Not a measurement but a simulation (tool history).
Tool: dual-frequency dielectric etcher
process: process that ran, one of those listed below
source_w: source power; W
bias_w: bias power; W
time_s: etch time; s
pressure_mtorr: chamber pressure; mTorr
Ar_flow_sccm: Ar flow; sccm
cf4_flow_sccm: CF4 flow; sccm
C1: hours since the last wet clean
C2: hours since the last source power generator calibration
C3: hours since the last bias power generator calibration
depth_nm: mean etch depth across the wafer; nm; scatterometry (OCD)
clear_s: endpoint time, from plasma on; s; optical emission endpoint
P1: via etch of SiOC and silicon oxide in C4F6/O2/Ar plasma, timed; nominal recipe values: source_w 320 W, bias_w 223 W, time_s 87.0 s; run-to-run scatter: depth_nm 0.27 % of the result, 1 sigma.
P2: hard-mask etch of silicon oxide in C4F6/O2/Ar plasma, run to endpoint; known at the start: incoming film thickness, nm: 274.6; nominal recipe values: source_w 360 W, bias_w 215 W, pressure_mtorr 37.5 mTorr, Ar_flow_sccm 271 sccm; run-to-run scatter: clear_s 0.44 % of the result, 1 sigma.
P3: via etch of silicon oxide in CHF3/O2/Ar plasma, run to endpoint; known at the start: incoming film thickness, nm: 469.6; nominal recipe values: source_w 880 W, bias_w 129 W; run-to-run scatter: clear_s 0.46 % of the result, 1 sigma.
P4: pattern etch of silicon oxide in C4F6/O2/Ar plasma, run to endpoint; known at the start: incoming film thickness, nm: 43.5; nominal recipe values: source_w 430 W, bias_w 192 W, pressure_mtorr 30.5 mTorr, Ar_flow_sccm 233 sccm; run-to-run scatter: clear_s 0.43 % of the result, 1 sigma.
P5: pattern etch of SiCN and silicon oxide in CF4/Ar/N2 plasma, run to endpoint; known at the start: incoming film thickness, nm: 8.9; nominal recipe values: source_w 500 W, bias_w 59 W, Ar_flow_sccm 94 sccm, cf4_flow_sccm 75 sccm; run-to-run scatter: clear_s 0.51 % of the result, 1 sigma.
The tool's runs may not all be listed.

run 1 hour=16.5 | process=P1 source_w=320 bias_w=223 time_s=87.0 | C1=293.1 C2=1047.6 C3=1032.0 | depth_nm=100.100
run 2 hour=29.2 | process=P4 source_w=430 bias_w=249 pressure_mtorr=30.5 Ar_flow_sccm=233 | C1=305.8 C2=1060.3 C3=1044.7 | clear_s=11.7470
run 3 hour=43.7 | process=P1 source_w=210 bias_w=303 time_s=87.0 | C1=320.3 C2=1074.8 C3=1059.2 | depth_nm=94.998
run 4 hour=52.3 | process=P3 source_w=880 bias_w=129 | C1=328.9 C2=1083.4 C3=1067.8 | clear_s=232.9900
run 5 hour=69.4 | process=P5 source_w=610 bias_w=59 Ar_flow_sccm=94 cf4_flow_sccm=75 | C1=346.0 C2=1100.5 C3=1084.9 | clear_s=8.1023
run 6 hour=77.7 | process=P3 source_w=880 bias_w=75 | C1=354.3 C2=1108.8 C3=1093.2 | clear_s=274.6300
run 7 hour=85.6 | process=P1 source_w=420 bias_w=223 time_s=87.0 | C1=362.2 C2=1116.7 C3=1101.1 | depth_nm=111.090
run 8 hour=100.1 | process=P2 source_w=280 bias_w=215 pressure_mtorr=37.5 Ar_flow_sccm=271 | C1=376.7 C2=1131.2 C3=1115.6 | clear_s=93.4440
run 9 hour=116.4 | process=P3 source_w=880 bias_w=129 | C1=393.0 C2=1147.5 C3=1131.9 | clear_s=235.6800
run 10 hour=129.9 | process=P1 source_w=320 bias_w=223 time_s=87.0 | C1=406.5 C2=1161.0 C3=1145.4 | depth_nm=99.831
run 11 hour=138.8 | process=P5 source_w=500 bias_w=59 Ar_flow_sccm=61 cf4_flow_sccm=75 | C1=415.4 C2=1169.9 C3=1154.3 | clear_s=9.0081
run 12 hour=150.5 | process=P1 source_w=320 bias_w=223 time_s=87.0 | C1=427.1 C2=1181.6 C3=1166.0 | depth_nm=100.310
run 13 hour=163.5 | process=P1 source_w=320 bias_w=223 time_s=112.5 | C1=440.1 C2=1194.6 C3=1179.0 | depth_nm=128.960
run 14 hour=181.7 | process=P5 source_w=500 bias_w=59 Ar_flow_sccm=94 cf4_flow_sccm=75 | C1=458.3 C2=1212.8 C3=1197.2 | clear_s=9.6107
run 15 hour=199.1 | process=P2 source_w=360 bias_w=215 pressure_mtorr=37.5 Ar_flow_sccm=371 | C1=475.7 C2=1230.2 C3=1214.6 | clear_s=87.5460
run 16 hour=207.1 | process=P4 source_w=430 bias_w=192 pressure_mtorr=42.0 Ar_flow_sccm=233 | C1=483.7 C2=1238.2 C3=1222.6 | clear_s=13.2810
run 17 hour=216.5 | process=P1 source_w=320 bias_w=154 time_s=87.0 | C1=493.1 C2=1247.6 C3=1232.0 | depth_nm=88.748
run 18 hour=232.3 | process=P2 source_w=360 bias_w=215 pressure_mtorr=52.5 Ar_flow_sccm=271 | C1=508.9 C2=1263.4 C3=1247.8 | clear_s=88.4180
run 19 hour=250.5 | process=P3 source_w=1240 bias_w=129 | C1=527.1 C2=1281.6 C3=1266.0 | clear_s=205.5600
run 20 hour=260.0 | process=P4 source_w=430 bias_w=192 pressure_mtorr=30.5 Ar_flow_sccm=154 | C1=536.6 C2=1291.1 C3=1275.5 | clear_s=12.1770
run 21 hour=270.9 | process=P1 source_w=320 bias_w=314 time_s=87.0 | C1=547.5 C2=1302.0 C3=1286.4 | depth_nm=113.080
run 22 hour=280.1 | process=P1 source_w=190 bias_w=223 time_s=87.0 | C1=556.7 C2=1311.2 C3=1295.6 | depth_nm=81.795

Estimate the outcome of run 23 from the log above:
run 23 hour=295.7 | process=P4 source_w=310 bias_w=192 pressure_mtorr=30.5 Ar_flow_sccm=233 | C1=572.3 C2=1326.8 C3=1311.2 | clear_s=?

clear_s: 14.3950 s
